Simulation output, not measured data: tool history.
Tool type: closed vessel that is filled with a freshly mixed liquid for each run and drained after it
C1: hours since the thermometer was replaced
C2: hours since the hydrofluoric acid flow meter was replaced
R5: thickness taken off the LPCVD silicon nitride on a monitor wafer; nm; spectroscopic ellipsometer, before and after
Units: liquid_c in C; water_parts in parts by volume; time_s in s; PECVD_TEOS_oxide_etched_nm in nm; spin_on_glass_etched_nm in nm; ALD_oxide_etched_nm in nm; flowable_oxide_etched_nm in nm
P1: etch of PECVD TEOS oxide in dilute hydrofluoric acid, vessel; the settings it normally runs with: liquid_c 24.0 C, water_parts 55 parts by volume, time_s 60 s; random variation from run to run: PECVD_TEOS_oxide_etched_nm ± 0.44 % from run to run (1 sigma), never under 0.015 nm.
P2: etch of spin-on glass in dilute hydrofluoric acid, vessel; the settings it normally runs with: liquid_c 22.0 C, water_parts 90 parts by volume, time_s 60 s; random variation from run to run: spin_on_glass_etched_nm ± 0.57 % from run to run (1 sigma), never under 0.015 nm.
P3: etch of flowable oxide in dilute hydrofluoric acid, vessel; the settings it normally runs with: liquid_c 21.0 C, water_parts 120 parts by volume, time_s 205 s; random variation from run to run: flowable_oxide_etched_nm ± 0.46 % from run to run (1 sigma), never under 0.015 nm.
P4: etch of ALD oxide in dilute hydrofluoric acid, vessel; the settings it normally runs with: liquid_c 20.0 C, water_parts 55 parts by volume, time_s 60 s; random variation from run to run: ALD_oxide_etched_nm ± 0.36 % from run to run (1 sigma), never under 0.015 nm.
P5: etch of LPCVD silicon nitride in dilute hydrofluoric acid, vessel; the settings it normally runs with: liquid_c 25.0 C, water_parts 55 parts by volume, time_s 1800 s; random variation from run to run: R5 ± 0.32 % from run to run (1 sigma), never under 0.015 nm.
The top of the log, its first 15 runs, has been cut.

{"run": 16, "hour": 67.2, "process": "P3", "liquid_c": 21.0, "water_parts": 120, "time_s": 205, "C1": 717.1, "C2": 1579.6, "flowable_oxide_etched_nm": 54.525}
{"run": 17, "hour": 70.7, "process": "P3", "liquid_c": 21.0, "water_parts": 45, "time_s": 205, "C1": 720.6, "C2": 1583.1, "flowable_oxide_etched_nm": 160.08}
{"run": 18, "hour": 75.4, "process": "P1", "liquid_c": 24.0, "water_parts": 55, "time_s": 60, "C1": 725.3, "C2": 1587.8, "PECVD_TEOS_oxide_etched_nm": 19.965}
{"run": 19, "hour": 80.5, "process": "P1", "liquid_c": 24.0, "water_parts": 55, "time_s": 60, "C1": 730.4, "C2": 1592.9, "PECVD_TEOS_oxide_etched_nm": 19.984}
{"run": 20, "hour": 83.7, "process": "P1", "liquid_c": 24.0, "water_parts": 55, "time_s": 115, "C1": 733.6, "C2": 1596.1, "PECVD_TEOS_oxide_etched_nm": 38.216}
{"run": 21, "hour": 88.3, "process": "P1", "liquid_c": 24.0, "water_parts": 80, "time_s": 60, "C1": 738.2, "C2": 1600.7, "PECVD_TEOS_oxide_etched_nm": 13.288}
{"run": 22, "hour": 93.2, "process": "P5", "liquid_c": 25.0, "water_parts": 20, "time_s": 1800, "C1": 743.1, "C2": 1605.6, "R5": 41.848}
{"run": 23, "hour": 97.3, "process": "P3", "liquid_c": 27.0, "water_parts": 120, "time_s": 205, "C1": 747.2, "C2": 1609.7, "flowable_oxide_etched_nm": 69.368}
{"run": 24, "hour": 100.8, "process": "P1", "liquid_c": 24.0, "water_parts": 25, "time_s": 60, "C1": 750.7, "C2": 1613.2, "PECVD_TEOS_oxide_etched_nm": 45.564}
{"run": 25, "hour": 104.0, "process": "P2", "liquid_c": 26.5, "water_parts": 90, "time_s": 60, "C1": 753.9, "C2": 1616.4, "spin_on_glass_etched_nm": 31.666}
{"run": 26, "hour": 106.4, "process": "P3", "liquid_c": 21.0, "water_parts": 120, "time_s": 105, "C1": 756.3, "C2": 1618.8, "flowable_oxide_etched_nm": 28.051}
{"run": 27, "hour": 109.8, "process": "P1", "liquid_c": 18.0, "water_parts": 55, "time_s": 100, "C1": 759.7, "C2": 1622.2, "PECVD_TEOS_oxide_etched_nm": 25.878}
{"run": 28, "hour": 115.2, "process": "P1", "liquid_c": 24.0, "water_parts": 55, "time_s": 60, "C1": 765.1, "C2": 1627.6, "PECVD_TEOS_oxide_etched_nm": 20.051}
{"run": 29, "hour": 118.1, "process": "P4", "liquid_c": 20.0, "water_parts": 25, "time_s": 60, "C1": 768.0, "C2": 1630.5, "ALD_oxide_etched_nm": 54.941}
{"run": 30, "hour": 122.2, "process": "P5", "liquid_c": 25.0, "water_parts": 55, "time_s": 2850, "C1": 772.1, "C2": 1634.6, "R5": 24.917}
{"run": 31, "hour": 126.9, "process": "P2", "liquid_c": 22.0, "water_parts": 40, "time_s": 60, "C1": 776.8, "C2": 1639.3, "spin_on_glass_etched_nm": 62.928}
{"run": 32, "hour": 130.0, "process": "P1", "liquid_c": 24.0, "water_parts": 55, "time_s": 60, "C1": 779.9, "C2": 1642.4, "PECVD_TEOS_oxide_etched_nm": 19.868}
{"run": 33, "hour": 134.6, "process": "P1", "liquid_c": 24.0, "water_parts": 55, "time_s": 60, "C1": 784.5, "C2": 1647.0, "PECVD_TEOS_oxide_etched_nm": 19.37}
{"run": 34, "hour": 139.7, "process": "P1", "liquid_c": 24.0, "water_parts": 55, "time_s": 60, "C1": 789.6, "C2": 1652.1, "PECVD_TEOS_oxide_etched_nm": 19.224}
{"run": 35, "hour": 144.7, "process": "P1", "liquid_c": 24.0, "water_parts": 55, "time_s": 60, "C1": 794.6, "C2": 1657.1, "PECVD_TEOS_oxide_etched_nm": 19.063}

Estimate the outcome of run 36 from the log above:
{"run": 36, "hour": 149.7, "process": "P1", "liquid_c": 24.0, "water_parts": 55, "time_s": 60, "C1": 799.6, "C2": 1662.1, "PECVD_TEOS_oxide_etched_nm": "?"}

Run 36 came out at PECVD_TEOS_oxide_etched_nm 18.7510 nm.
